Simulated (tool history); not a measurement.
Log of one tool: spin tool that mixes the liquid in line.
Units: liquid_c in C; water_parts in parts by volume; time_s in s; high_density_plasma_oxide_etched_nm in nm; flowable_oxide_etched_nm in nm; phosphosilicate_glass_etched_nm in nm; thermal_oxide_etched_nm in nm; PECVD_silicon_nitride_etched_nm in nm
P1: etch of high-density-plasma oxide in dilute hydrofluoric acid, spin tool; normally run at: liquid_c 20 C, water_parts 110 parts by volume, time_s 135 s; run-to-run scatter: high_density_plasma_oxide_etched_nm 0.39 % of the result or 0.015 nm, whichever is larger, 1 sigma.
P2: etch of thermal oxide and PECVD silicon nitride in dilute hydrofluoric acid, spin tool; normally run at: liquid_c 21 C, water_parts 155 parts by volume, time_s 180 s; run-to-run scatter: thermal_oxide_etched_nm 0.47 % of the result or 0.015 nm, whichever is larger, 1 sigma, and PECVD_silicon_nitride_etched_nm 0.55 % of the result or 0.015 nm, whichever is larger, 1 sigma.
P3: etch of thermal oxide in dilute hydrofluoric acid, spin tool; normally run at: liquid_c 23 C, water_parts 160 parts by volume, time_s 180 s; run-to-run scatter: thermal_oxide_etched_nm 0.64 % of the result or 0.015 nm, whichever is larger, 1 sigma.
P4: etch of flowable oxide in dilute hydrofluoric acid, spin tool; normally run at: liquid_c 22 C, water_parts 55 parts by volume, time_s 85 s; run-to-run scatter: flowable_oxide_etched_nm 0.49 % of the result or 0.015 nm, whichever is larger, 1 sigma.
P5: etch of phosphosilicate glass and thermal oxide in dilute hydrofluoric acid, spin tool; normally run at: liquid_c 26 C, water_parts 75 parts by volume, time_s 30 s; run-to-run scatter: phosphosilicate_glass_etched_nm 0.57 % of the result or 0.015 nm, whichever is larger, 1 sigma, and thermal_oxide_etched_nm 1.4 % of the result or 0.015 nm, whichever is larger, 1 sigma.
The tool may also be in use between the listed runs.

| run | hour | process | liquid_c | water_parts | time_s | hours since the thermometer was replaced | hours since the hydrofluoric acid flow meter was replaced | high_density_plasma_oxide_etched_nm | flowable_oxide_etched_nm | phosphosilicate_glass_etched_nm | thermal_oxide_etched_nm | PECVD_silicon_nitride_etched_nm |
|---|---|---|---|---|---|---|---|---|---|---|---|---|
| 1 | 3.5 | P1 | 20 | 110 | 135 | 370.9 | 376.1 | 5.7986 |  |  |  |  |
| 2 | 8.1 | P1 | 20 | 110 | 135 | 375.5 | 380.7 | 5.8038 |  |  |  |  |
| 3 | 12.8 | P4 | 22 | 55 | 85 | 380.2 | 385.4 |  | 50.270 |  |  |  |
| 4 | 18.8 | P5 | 32 | 75 | 30 | 386.2 | 391.4 |  |  | 62.882 | 2.57670 |  |
| 5 | 24.5 | P1 | 20 | 110 | 40 | 391.9 | 397.1 | 1.7428 |  |  |  |  |
| 6 | 30.5 | P5 | 26 | 75 | 50 | 397.9 | 403.1 |  |  | 83.249 | 3.41340 |  |
| 7 | 34.6 | P3 | 28 | 160 | 180 | 402.0 | 407.2 |  |  |  | 5.64490 |  |
| 8 | 41.4 | P4 | 22 | 55 | 40 | 408.8 | 414.0 |  | 23.579 |  |  |  |
| 9 | 48.8 | P1 | 26 | 110 | 135 | 416.2 | 421.4 | 7.3144 |  |  |  |  |
| 10 | 53.9 | P1 | 17 | 110 | 135 | 421.3 | 426.5 | 5.1203 |  |  |  |  |
| 11 | 58.4 | P4 | 22 | 85 | 85 | 425.8 | 431.0 |  | 31.301 |  |  |  |
| 12 | 65.3 | P1 | 20 | 110 | 135 | 432.7 | 437.9 | 5.8167 |  |  |  |  |
| 13 | 69.9 | P1 | 20 | 110 | 135 | 437.3 | 442.5 | 5.7458 |  |  |  |  |
| 14 | 75.6 | P1 | 20 | 20 | 135 | 443.0 | 448.2 | 35.6300 |  |  |  |  |
| 15 | 80.0 | P3 | 23 | 160 | 25 | 447.4 | 452.6 |  |  |  | 0.63875 |  |
| 16 | 84.5 | P1 | 20 | 165 | 135 | 451.9 | 457.1 | 3.6958 |  |  |  |  |
| 17 | 92.2 | P3 | 23 | 160 | 180 | 459.6 | 464.8 |  |  |  | 4.69120 |  |
| 18 | 99.0 | P1 | 20 | 110 | 225 | 466.4 | 471.6 | 9.6131 |  |  |  |  |
| 19 | 105.1 | P5 | 26 | 75 | 30 | 472.5 | 477.7 |  |  | 50.223 | 2.07310 |  |
| 20 | 109.0 | P2 | 21 | 155 | 180 | 476.4 | 481.6 |  |  |  | 4.70330 | 3.8216 |
| 21 | 114.6 | P3 | 23 | 45 | 180 | 482.0 | 487.2 |  |  |  | 18.89500 |  |
| 22 | 119.0 | P1 | 17 | 185 | 135 | 486.4 | 491.6 | 2.8302 |  |  |  |  |
| 23 | 125.0 | P2 | 21 | 285 | 180 | 492.4 | 497.6 |  |  |  | 2.26070 | 2.1161 |
| 24 | 128.5 | P1 | 20 | 110 | 135 | 495.9 | 501.1 | 5.7903 |  |  |  |  |
| 25 | 135.5 | P2 | 21 | 155 | 350 | 502.9 | 508.1 |  |  |  | 9.14590 | 7.4655 |
| 26 | 140.0 | P2 | 17 | 155 | 180 | 507.4 | 512.6 |  |  |  | 3.99480 | 2.9077 |
|  | 141.1 | thermometer replaced |
| 27 | 146.3 | P4 | 17 | 55 | 85 | 5.3 | 518.9 |  | 40.522 |  |  |  |
| 28 | 150.3 | P1 | 20 | 110 | 135 | 9.3 | 522.9 | 5.8239 |  |  |  |  |
| 29 | 156.4 | P5 | 26 | 125 | 30 | 15.4 | 529.0 |  |  | 28.021 | 1.12270 |  |
| 30 | 160.9 | P1 | 20 | 110 | 135 | 19.9 | 533.5 | 5.8375 |  |  |  |  |
| 31 | 167.5 | P1 | 20 | 110 | 135 | 26.5 | 540.1 | 5.4899 |  |  |  |  |
| 32 | 172.3 | P1 | 20 | 110 | 135 | 31.3 | 544.9 | 5.4596 |  |  |  |  |
| 33 | 177.9 | P1 | 20 | 110 | 135 | 36.9 | 550.5 | 5.4725 |  |  |  |  |
| 34 | 184.1 | P1 | 20 | 110 | 135 | 43.1 | 556.7 | 5.4012 |  |  |  |  |
| 35 | 187.9 | P1 | 20 | 110 | 135 | 46.9 | 560.5 | 5.3667 |  |  |  |  |
| 36 | 195.1 | P1 | 20 | 110 | 135 | 54.1 | 567.7 | 5.3825 |  |  |  |  |

What P1 gives has crept away from where it was. These 2 causes fit the log equally well, each at the size given:
A: liquid colder than its thermometer reads (K) = 1.84
B: hydrofluoric acid flow below the setpoint (%) = 6.5
The creep began at about hour 160.9.

4 check runs are offered, one wafer each, their results left as question marks. Which one tells the causes apart?
| check 1 | 202.3 | P3 | 23 | 160 | 180 |  |  |  |  |  | ? |  |
| check 2 | 202.3 | P5 | 26 | 75 | 30 |  |  |  |  | ? | ? |  |
| check 3 | 202.3 | P4 | 22 | 55 | 85 |  |  |  | ? |  |  |  |
| check 4 | 202.3 | P2 | 21 | 155 | 180 |  |  |  |  |  | ? | ? |

What each check would give under each cause:
| check | result | if A | if B |
|---|---|---|---|
| check 1 | thermal_oxide_etched_nm | 4.34650 | 4.31140 |
| check 2 | phosphosilicate_glass_etched_nm | 46.428 | 46.403 |
| check 2 | thermal_oxide_etched_nm | 1.90160 | 1.90060 |
| check 3 | flowable_oxide_etched_nm | 46.410 | 46.656 |
| check 4 | thermal_oxide_etched_nm | 4.34530 | 4.32090 |
| check 4 | PECVD_silicon_nitride_etched_nm | 3.3932 | 3.5919 |
How far apart the two closest causes lie, in the result that separates them most: check 1 0.81 %; check 2 0.05 %; check 3 0.53 %; check 4 5.69 %
Only check 4 tells the causes apart: in the others they would give nearly the same result.

Then check 4 was run and gave: thermal_oxide_etched_nm 4.28790 nm; PECVD_silicon_nitride_etched_nm 3.5918 nm. Which cause is it?

It is B: hydrofluoric acid flow below the setpoint (%).
